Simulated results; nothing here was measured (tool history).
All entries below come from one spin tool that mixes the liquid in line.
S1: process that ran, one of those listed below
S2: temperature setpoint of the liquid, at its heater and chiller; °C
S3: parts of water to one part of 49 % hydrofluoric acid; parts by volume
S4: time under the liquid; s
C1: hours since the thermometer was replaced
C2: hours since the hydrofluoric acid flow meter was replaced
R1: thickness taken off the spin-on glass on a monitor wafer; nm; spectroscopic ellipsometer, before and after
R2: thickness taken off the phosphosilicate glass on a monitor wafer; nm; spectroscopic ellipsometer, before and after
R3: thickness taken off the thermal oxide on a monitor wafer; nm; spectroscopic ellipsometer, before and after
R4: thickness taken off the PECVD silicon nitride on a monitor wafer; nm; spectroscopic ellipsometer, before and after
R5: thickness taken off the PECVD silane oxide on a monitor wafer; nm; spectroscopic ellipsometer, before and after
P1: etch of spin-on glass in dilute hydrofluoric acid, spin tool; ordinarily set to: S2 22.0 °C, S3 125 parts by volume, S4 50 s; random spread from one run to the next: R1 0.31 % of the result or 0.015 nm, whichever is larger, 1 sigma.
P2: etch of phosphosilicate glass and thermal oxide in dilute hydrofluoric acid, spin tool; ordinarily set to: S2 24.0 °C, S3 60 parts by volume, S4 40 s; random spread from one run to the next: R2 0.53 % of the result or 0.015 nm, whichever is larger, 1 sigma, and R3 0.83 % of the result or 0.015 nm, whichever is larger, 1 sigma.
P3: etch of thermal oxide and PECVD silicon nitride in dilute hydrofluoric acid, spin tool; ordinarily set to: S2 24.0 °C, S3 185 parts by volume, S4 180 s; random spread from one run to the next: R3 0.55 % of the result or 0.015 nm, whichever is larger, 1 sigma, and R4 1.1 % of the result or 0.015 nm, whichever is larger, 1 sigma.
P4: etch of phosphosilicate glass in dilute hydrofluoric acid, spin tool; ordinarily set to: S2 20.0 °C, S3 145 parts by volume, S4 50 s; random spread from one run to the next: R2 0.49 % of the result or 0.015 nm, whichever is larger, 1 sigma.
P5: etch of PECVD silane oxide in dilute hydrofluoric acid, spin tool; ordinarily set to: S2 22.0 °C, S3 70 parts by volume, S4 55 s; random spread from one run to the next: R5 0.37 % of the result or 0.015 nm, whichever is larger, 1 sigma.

run 1 hour=10.3 | S1=P1 S2=22.0 S3=125 S4=50 | C1=1187.5 C2=490.3 | R1=18.4430
run 2 hour=15.3 | S1=P1 S2=22.0 S3=70 S4=50 | C1=1192.5 C2=495.3 | R1=35.2600
run 3 hour=24.6 | S1=P4 S2=20.0 S3=145 S4=25 | C1=1201.8 C2=504.6 | R2=17.452
run 4 hour=33.6 | S1=P3 S2=24.0 S3=75 S4=180 | C1=1210.8 C2=513.6 | R3=11.4780 R4=4.9111
run 5 hour=43.7 | S1=P1 S2=22.0 S3=125 S4=75 | C1=1220.9 C2=523.7 | R1=27.7590
-- hour=47.3 hydrofluoric acid flow meter replaced
run 6 hour=53.5 | S1=P1 S2=22.0 S3=180 S4=30 | C1=1230.7 C2=6.2 | R1=7.2929
run 7 hour=59.9 | S1=P5 S2=22.0 S3=70 S4=55 | C1=1237.1 C2=12.6 | R5=11.1290
run 8 hour=68.5 | S1=P1 S2=17.0 S3=125 S4=50 | C1=1245.7 C2=21.2 | R1=15.0470
run 9 hour=77.1 | S1=P2 S2=24.0 S3=40 S4=40 | C1=1254.3 C2=29.8 | R2=79.338 R3=5.1336
run 10 hour=85.0 | S1=P1 S2=22.0 S3=180 S4=50 | C1=1262.2 C2=37.7 | R1=12.1320
run 11 hour=90.4 | S1=P5 S2=17.5 S3=70 S4=55 | C1=1267.6 C2=43.1 | R5=9.1108
run 12 hour=97.8 | S1=P2 S2=29.0 S3=60 S4=40 | C1=1275.0 C2=50.5 | R2=63.448 R3=4.0281
run 13 hour=104.4 | S1=P2 S2=24.0 S3=60 S4=80 | C1=1281.6 C2=57.1 | R2=103.520 R3=6.6136
run 14 hour=109.8 | S1=P5 S2=22.0 S3=70 S4=15 | C1=1287.0 C2=62.5 | R5=3.0434
run 15 hour=119.5 | S1=P3 S2=24.0 S3=185 S4=180 | C1=1296.7 C2=72.2 | R3=4.1123 R4=2.0194
run 16 hour=126.3 | S1=P4 S2=20.0 S3=65 S4=50 | C1=1303.5 C2=79.0 | R2=84.774
run 17 hour=136.1 | S1=P5 S2=22.0 S3=115 S4=55 | C1=1313.3 C2=88.8 | R5=6.3759
run 18 hour=141.0 | S1=P3 S2=24.0 S3=185 S4=360 | C1=1318.2 C2=93.7 | R3=8.2288 R4=4.1152
run 19 hour=149.7 | S1=P4 S2=20.0 S3=145 S4=50 | C1=1326.9 C2=102.4 | R2=34.857
run 20 hour=159.1 | S1=P3 S2=18.0 S3=185 S4=180 | C1=1336.3 C2=111.8 | R3=3.2692 R4=1.3957
run 21 hour=166.0 | S1=P1 S2=22.0 S3=125 S4=50 | C1=1343.2 C2=118.7 | R1=18.4860
run 22 hour=174.9 | S1=P1 S2=22.0 S3=125 S4=50 | C1=1352.1 C2=127.6 | R1=18.4540
run 23 hour=184.6 | S1=P1 S2=22.0 S3=125 S4=50 | C1=1361.8 C2=137.3 | R1=18.4890
run 24 hour=195.8 | S1=P1 S2=22.0 S3=125 S4=25 | C1=1373.0 C2=148.5 | R1=9.2346
run 25 hour=206.8 | S1=P1 S2=27.5 S3=125 S4=75 | C1=1384.0 C2=159.5 | R1=34.4090
run 26 hour=217.4 | S1=P1 S2=29.0 S3=125 S4=50 | C1=1394.6 C2=170.1 | R1=24.2310
run 27 hour=224.2 | S1=P2 S2=24.0 S3=60 S4=40 | C1=1401.4 C2=176.9 | R2=51.882 R3=3.2991
run 28 hour=233.1 | S1=P2 S2=24.0 S3=60 S4=40 | C1=1410.3 C2=185.8 | R2=52.230 R3=3.2995
run 29 hour=240.5 | S1=P4 S2=24.0 S3=145 S4=50 | C1=1417.7 C2=193.2 | R2=40.937
run 30 hour=249.8 | S1=P1 S2=22.0 S3=125 S4=50 | C1=1427.0 C2=202.5 | R1=18.5660
run 31 hour=259.6 | S1=P5 S2=22.0 S3=70 S4=55 | C1=1436.8 C2=212.3 | R5=11.0560
run 32 hour=270.1 | S1=P1 S2=22.0 S3=125 S4=50 | C1=1447.3 C2=222.8 | R1=18.4840
run 33 hour=278.9 | S1=P1 S2=22.0 S3=125 S4=50 | C1=1456.1 C2=231.6 | R1=18.0300
run 34 hour=289.2 | S1=P1 S2=22.0 S3=125 S4=50 | C1=1466.4 C2=241.9 | R1=17.6490
run 35 hour=295.9 | S1=P1 S2=22.0 S3=125 S4=50 | C1=1473.1 C2=248.6 | R1=17.5030
run 36 hour=306.6 | S1=P1 S2=22.0 S3=125 S4=50 | C1=1483.8 C2=259.3 | R1=17.3710
run 37 hour=315.6 | S1=P1 S2=22.0 S3=125 S4=50 | C1=1492.8 C2=268.3 | R1=17.3620
run 38 hour=325.8 | S1=P1 S2=22.0 S3=125 S4=50 | C1=1503.0 C2=278.5 | R1=17.2420
run 39 hour=337.1 | S1=P1 S2=22.0 S3=125 S4=50 | C1=1514.3 C2=289.8 | R1=17.2180
run 40 hour=345.0 | S1=P1 S2=22.0 S3=125 S4=50 | C1=1522.2 C2=297.7 | R1=17.1450
run 41 hour=353.8 | S1=P1 S2=22.0 S3=125 S4=50 | C1=1531.0 C2=306.5 | R1=17.1020

P1 has crept away from where it was. The log is fitted equally well by each of these 2 causes, at the sizes shown:
A: liquid colder than its thermometer reads (K) = 1.81
B: hydrofluoric acid flow below the setpoint (%) = 6.12
The onset of the drift is placed at about hour 270.1.

Each of the check runs listed below is run on 3 wafers and reports their average, with the results left as question marks. Pick the one under which the possible causes would lead to clearly different results.
run check 1 hour=362.6 | S1=P2 S2=28.5 S3=60 S4=55 | R2=? R3=?
run check 2 hour=362.6 | S1=P3 S2=24.0 S3=120 S4=180 | R3=? R4=?
run check 3 hour=362.6 | S1=P4 S2=20.0 S3=85 S4=30 | R2=?
run check 4 hour=362.6 | S1=P5 S2=22.0 S3=110 S4=15 | R5=?

Expected result of each check under each candidate cause:
check=check_1 result=R2 if_A=79.347 if_B=79.581
check=check_1 result=R3 if_A=5.0812 if_B=5.0961
check=check_2 result=R3 if_A=6.3365 if_B=6.3294
check=check_2 result=R4 if_A=2.7724 if_B=2.9343
check=check_3 result=R2 if_A=35.265 if_B=35.485
check=check_4 result=R5 if_A=1.7023 if_B=1.7052
Separation of the two closest causes in each check, using whichever result separates them best: check 1 0.29 %; check 2 5.67 %; check 3 0.62 %; check 4 0.18 %
Check 2 is the one run that separates the causes; every other check would come out nearly the same whichever cause is at work.

Check 2 has now been run. It gave: R3 6.3567 nm; R4 2.9029 nm. Which of the candidate causes is it?

It is B: hydrofluoric acid flow below the setpoint (%).

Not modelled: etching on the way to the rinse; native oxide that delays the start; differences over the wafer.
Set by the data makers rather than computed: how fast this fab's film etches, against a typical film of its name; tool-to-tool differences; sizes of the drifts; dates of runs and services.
